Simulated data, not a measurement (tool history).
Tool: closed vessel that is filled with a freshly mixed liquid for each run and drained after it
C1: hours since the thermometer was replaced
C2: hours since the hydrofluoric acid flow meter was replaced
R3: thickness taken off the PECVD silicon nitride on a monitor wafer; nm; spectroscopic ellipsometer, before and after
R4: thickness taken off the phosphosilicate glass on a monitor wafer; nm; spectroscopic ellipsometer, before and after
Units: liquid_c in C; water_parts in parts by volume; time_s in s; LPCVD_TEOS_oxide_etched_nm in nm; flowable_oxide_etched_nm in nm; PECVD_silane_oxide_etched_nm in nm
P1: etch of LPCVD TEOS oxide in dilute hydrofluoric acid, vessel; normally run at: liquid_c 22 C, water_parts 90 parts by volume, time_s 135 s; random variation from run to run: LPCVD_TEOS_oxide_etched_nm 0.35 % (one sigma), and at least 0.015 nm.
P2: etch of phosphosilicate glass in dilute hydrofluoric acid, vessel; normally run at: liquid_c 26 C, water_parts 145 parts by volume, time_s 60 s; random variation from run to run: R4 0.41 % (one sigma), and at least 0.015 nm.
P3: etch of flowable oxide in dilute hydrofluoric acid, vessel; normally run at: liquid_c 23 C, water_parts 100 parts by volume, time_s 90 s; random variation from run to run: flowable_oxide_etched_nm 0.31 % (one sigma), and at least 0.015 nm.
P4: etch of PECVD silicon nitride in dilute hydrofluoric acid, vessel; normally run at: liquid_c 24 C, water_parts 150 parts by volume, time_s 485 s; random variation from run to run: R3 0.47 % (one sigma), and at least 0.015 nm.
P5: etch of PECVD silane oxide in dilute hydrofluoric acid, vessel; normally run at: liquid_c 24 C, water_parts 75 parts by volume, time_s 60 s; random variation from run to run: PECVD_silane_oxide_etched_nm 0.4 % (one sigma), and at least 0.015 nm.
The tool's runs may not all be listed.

{"run": 1, "day": 0.412, "process": "P1", "liquid_c": 22, "water_parts": 90, "time_s": 135, "C1": 1991.4, "C2": 632.3, "LPCVD_TEOS_oxide_etched_nm": 30.958}
{"run": 2, "day": 0.946, "process": "P3", "liquid_c": 23, "water_parts": 160, "time_s": 90, "C1": 2004.2, "C2": 645.1, "flowable_oxide_etched_nm": 24.354}
{"run": 3, "day": 1.312, "process": "P1", "liquid_c": 26, "water_parts": 90, "time_s": 135, "C1": 2013, "C2": 653.9, "LPCVD_TEOS_oxide_etched_nm": 36.304}
{"run": 4, "day": 1.729, "process": "P4", "liquid_c": 24, "water_parts": 30, "time_s": 485, "C1": 2023, "C2": 663.9, "R3": 34.47}
{"run": 5, "day": 2.283, "process": "P1", "liquid_c": 22, "water_parts": 90, "time_s": 135, "C1": 2036.3, "C2": 677.2, "LPCVD_TEOS_oxide_etched_nm": 31.057}
{"run": 6, "day": 2.892, "process": "P1", "liquid_c": 25.5, "water_parts": 125, "time_s": 135, "C1": 2050.9, "C2": 691.8, "LPCVD_TEOS_oxide_etched_nm": 24.434}
{"run": 7, "day": 3.467, "process": "P3", "liquid_c": 23, "water_parts": 100, "time_s": 180, "C1": 2064.7, "C2": 705.6, "flowable_oxide_etched_nm": 83.633}
{"run": 8, "day": 3.988, "process": "P2", "liquid_c": 26, "water_parts": 145, "time_s": 30, "C1": 2077.2, "C2": 718.1, "R4": 22.857}
{"run": 9, "day": 4.617, "process": "P1", "liquid_c": 22, "water_parts": 40, "time_s": 135, "C1": 2092.3, "C2": 733.2, "LPCVD_TEOS_oxide_etched_nm": 74.31}
{"run": 10, "day": 5.033, "process": "P2", "liquid_c": 26, "water_parts": 145, "time_s": 60, "C1": 2102.3, "C2": 743.2, "R4": 45.459}
{"run": 11, "day": 5.717, "process": "P2", "liquid_c": 18, "water_parts": 145, "time_s": 60, "C1": 2118.7, "C2": 759.6, "R4": 33.462}
{"run": 12, "day": 6.238, "process": "P1", "liquid_c": 22, "water_parts": 90, "time_s": 135, "C1": 2131.2, "C2": 772.1, "LPCVD_TEOS_oxide_etched_nm": 30.71}
{"run": 13, "day": 6.625, "process": "P2", "liquid_c": 26, "water_parts": 145, "time_s": 60, "C1": 2140.5, "C2": 781.4, "R4": 45.766}
{"run": 14, "day": 7.204, "process": "P4", "liquid_c": 31, "water_parts": 150, "time_s": 485, "C1": 2154.4, "C2": 795.3, "R3": 10.989}
{"run": 15, "day": 7.579, "process": "P3", "liquid_c": 23, "water_parts": 100, "time_s": 90, "C1": 2163.4, "C2": 804.3, "flowable_oxide_etched_nm": 41.898}
{"run": 16, "day": 8.162, "process": "P3", "liquid_c": 27, "water_parts": 100, "time_s": 90, "C1": 2177.4, "C2": 818.3, "flowable_oxide_etched_nm": 49.096}
{"run": 17, "day": 8.696, "process": "P2", "liquid_c": 26, "water_parts": 90, "time_s": 60, "C1": 2190.2, "C2": 831.1, "R4": 79.162}
{"run": 18, "day": 9.212, "process": "P1", "liquid_c": 22, "water_parts": 90, "time_s": 30, "C1": 2202.6, "C2": 843.5, "LPCVD_TEOS_oxide_etched_nm": 6.8348}
{"run": 19, "day": 9.683, "process": "P4", "liquid_c": 24, "water_parts": 150, "time_s": 485, "C1": 2213.9, "C2": 854.8, "R3": 7.0847}
{"run": 20, "day": 10.204, "process": "P5", "liquid_c": 24, "water_parts": 75, "time_s": 60, "C1": 2226.4, "C2": 867.3, "PECVD_silane_oxide_etched_nm": 38.961}
{"run": 21, "day": 10.758, "process": "P5", "liquid_c": 28, "water_parts": 75, "time_s": 60, "C1": 2239.7, "C2": 880.6, "PECVD_silane_oxide_etched_nm": 45.567}
{"run": 22, "day": 11.408, "process": "P1", "liquid_c": 22, "water_parts": 90, "time_s": 135, "C1": 2255.3, "C2": 896.2, "LPCVD_TEOS_oxide_etched_nm": 30.883}
{"run": 23, "day": 12.038, "process": "P1", "liquid_c": 22, "water_parts": 90, "time_s": 135, "C1": 2270.4, "C2": 911.3, "LPCVD_TEOS_oxide_etched_nm": 30.729}
{"run": 24, "day": 12.667, "process": "P5", "liquid_c": 24, "water_parts": 115, "time_s": 60, "C1": 2285.5, "C2": 926.4, "PECVD_silane_oxide_etched_nm": 24.2}
{"run": 25, "day": 13.342, "process": "P3", "liquid_c": 23, "water_parts": 100, "time_s": 90, "C1": 2301.7, "C2": 942.6, "flowable_oxide_etched_nm": 41.847}
{"run": 26, "day": 13.829, "process": "P4", "liquid_c": 24, "water_parts": 150, "time_s": 190, "C1": 2313.4, "C2": 954.3, "R3": 2.7644}
{"run": 27, "day": 14.479, "process": "P5", "liquid_c": 24, "water_parts": 75, "time_s": 30, "C1": 2329, "C2": 969.9, "PECVD_silane_oxide_etched_nm": 19.522}
{"run": 28, "day": 15.025, "process": "P1", "liquid_c": 17, "water_parts": 90, "time_s": 135, "C1": 2342.1, "C2": 983, "LPCVD_TEOS_oxide_etched_nm": 25.148}
{"run": 29, "day": 15.512, "process": "P1", "liquid_c": 22, "water_parts": 90, "time_s": 210, "C1": 2353.8, "C2": 994.7, "LPCVD_TEOS_oxide_etched_nm": 48.05}
{"run": 30, "day": 16.242, "process": "P1", "liquid_c": 22, "water_parts": 165, "time_s": 135, "C1": 2371.3, "C2": 1012.2, "LPCVD_TEOS_oxide_etched_nm": 15.429}
{"run": 31, "day": 16.621, "process": "P1", "liquid_c": 22, "water_parts": 90, "time_s": 135, "C1": 2380.4, "C2": 1021.3, "LPCVD_TEOS_oxide_etched_nm": 30.863}
{"run": 32, "day": 16.954, "process": "P1", "liquid_c": 22, "water_parts": 90, "time_s": 135, "C1": 2388.4, "C2": 1029.3, "LPCVD_TEOS_oxide_etched_nm": 30.2}
{"run": 33, "day": 17.646, "process": "P1", "liquid_c": 22, "water_parts": 90, "time_s": 135, "C1": 2405, "C2": 1045.9, "LPCVD_TEOS_oxide_etched_nm": 29.533}
{"run": 34, "day": 18.133, "process": "P1", "liquid_c": 22, "water_parts": 90, "time_s": 135, "C1": 2416.7, "C2": 1057.6, "LPCVD_TEOS_oxide_etched_nm": 29.395}
{"run": 35, "day": 18.538, "process": "P1", "liquid_c": 22, "water_parts": 90, "time_s": 135, "C1": 2426.4, "C2": 1067.3, "LPCVD_TEOS_oxide_etched_nm": 29.404}
{"run": 36, "day": 19.129, "process": "P1", "liquid_c": 22, "water_parts": 90, "time_s": 135, "C1": 2440.6, "C2": 1081.5, "LPCVD_TEOS_oxide_etched_nm": 29.177}
{"run": 37, "day": 19.5, "process": "P1", "liquid_c": 22, "water_parts": 90, "time_s": 135, "C1": 2449.5, "C2": 1090.4, "LPCVD_TEOS_oxide_etched_nm": 28.954}
{"run": 38, "day": 20.067, "process": "P1", "liquid_c": 22, "water_parts": 90, "time_s": 135, "C1": 2463.1, "C2": 1104, "LPCVD_TEOS_oxide_etched_nm": 29.011}

What P1 gives has crept away from where it was. These 2 causes fit the log equally well, each at the size given:
A: hydrofluoric acid flow below the setpoint (%) = 5.11
B: liquid colder than its thermometer reads (K) = 1.43
The creep began at about day 16.621.

4 check runs are offered, one wafer each, their results left as question marks. Which one tells the causes apart?
{"run": "check 1", "day": 20.633, "process": "P4", "liquid_c": 29, "water_parts": 150, "time_s": 485, "R3": "?"}
{"run": "check 2", "day": 20.633, "process": "P3", "liquid_c": 23, "water_parts": 155, "time_s": 170, "flowable_oxide_etched_nm": "?"}
{"run": "check 3", "day": 20.633, "process": "P2", "liquid_c": 18.5, "water_parts": 145, "time_s": 35, "R4": "?"}
{"run": "check 4", "day": 20.633, "process": "P5", "liquid_c": 27.5, "water_parts": 110, "time_s": 60, "PECVD_silane_oxide_etched_nm": "?"}

What each check would give under each cause:
check=check_1 result=R3 if_A=9.2413 if_B=8.9161
check=check_2 result=flowable_oxide_etched_nm if_A=44.949 if_B=45.231
check=check_3 result=R4 if_A=18.748 if_B=18.786
check=check_4 result=PECVD_silane_oxide_etched_nm if_A=27.476 if_B=27.623
How far apart the two closest causes lie, in the result that separates them most: check 1 3.58 %; check 2 0.62 %; check 3 0.2 %; check 4 0.54 %
Check 1 tells the causes apart: in the others they would give nearly the same result.

Then check 1 was run and gave: R3 8.9304 nm. Which cause is it?

It is B: liquid colder than its thermometer reads (K).
